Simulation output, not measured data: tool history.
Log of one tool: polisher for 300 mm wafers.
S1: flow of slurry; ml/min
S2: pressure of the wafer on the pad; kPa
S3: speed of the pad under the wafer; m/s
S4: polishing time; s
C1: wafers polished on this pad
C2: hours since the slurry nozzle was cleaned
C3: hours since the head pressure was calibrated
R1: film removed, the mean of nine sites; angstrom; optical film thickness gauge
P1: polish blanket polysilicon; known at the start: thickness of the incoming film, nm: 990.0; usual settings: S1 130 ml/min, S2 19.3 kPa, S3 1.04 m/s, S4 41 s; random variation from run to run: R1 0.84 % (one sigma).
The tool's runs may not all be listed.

run	day	S1	S2	S3	S4	C1	C2	C3	R1
1	0.338	130	19.3	1.04	41	878	91.9	627	2860.7
2	0.55	130	19.3	1.04	41	920	97	632.1	2870.7
3	0.921	130	19.3	1.04	18	994	105.9	641	1247.7
4	1.125	130	19.3	0.46	41	1035	110.8	645.9	1281.6
5	1.504	130	14.5	1.04	60	1111	119.9	655	3162.6
6	1.871	130	19.3	1.64	41	1184	128.7	663.8	4562.1
7	2.046	130	19.3	1.04	41	1219	132.9	668	2861.6
# day 2.088: head pressure recalibrated
8	2.246	130	19.3	1.04	41	1259	137.7	3.8	2820.7
9	2.508	80	19.3	1.32	41	1311	144	10.1	3230.4
10	2.812	130	19.3	1.04	52	1372	151.3	17.4	3625.4
11	3.108	80	19.3	1.04	41	1431	158.4	24.5	2574
12	3.288	130	9	1.04	41	1467	162.7	28.8	1334.7
13	3.512	130	29.6	1.04	41	1511	168.1	34.2	4397.7
14	3.7	195	19.3	1.04	41	1549	172.6	38.7	3090.4
15	4.05	130	19.3	1.04	41	1619	181	47.1	2900.4
16	4.396	130	19.3	1.04	41	1688	189.3	55.4	2870.5

Forecast run 17:
17	4.742	200	19.3	0.6	41	1757	197.6	63.7	?

R1: 1784.9 angstrom
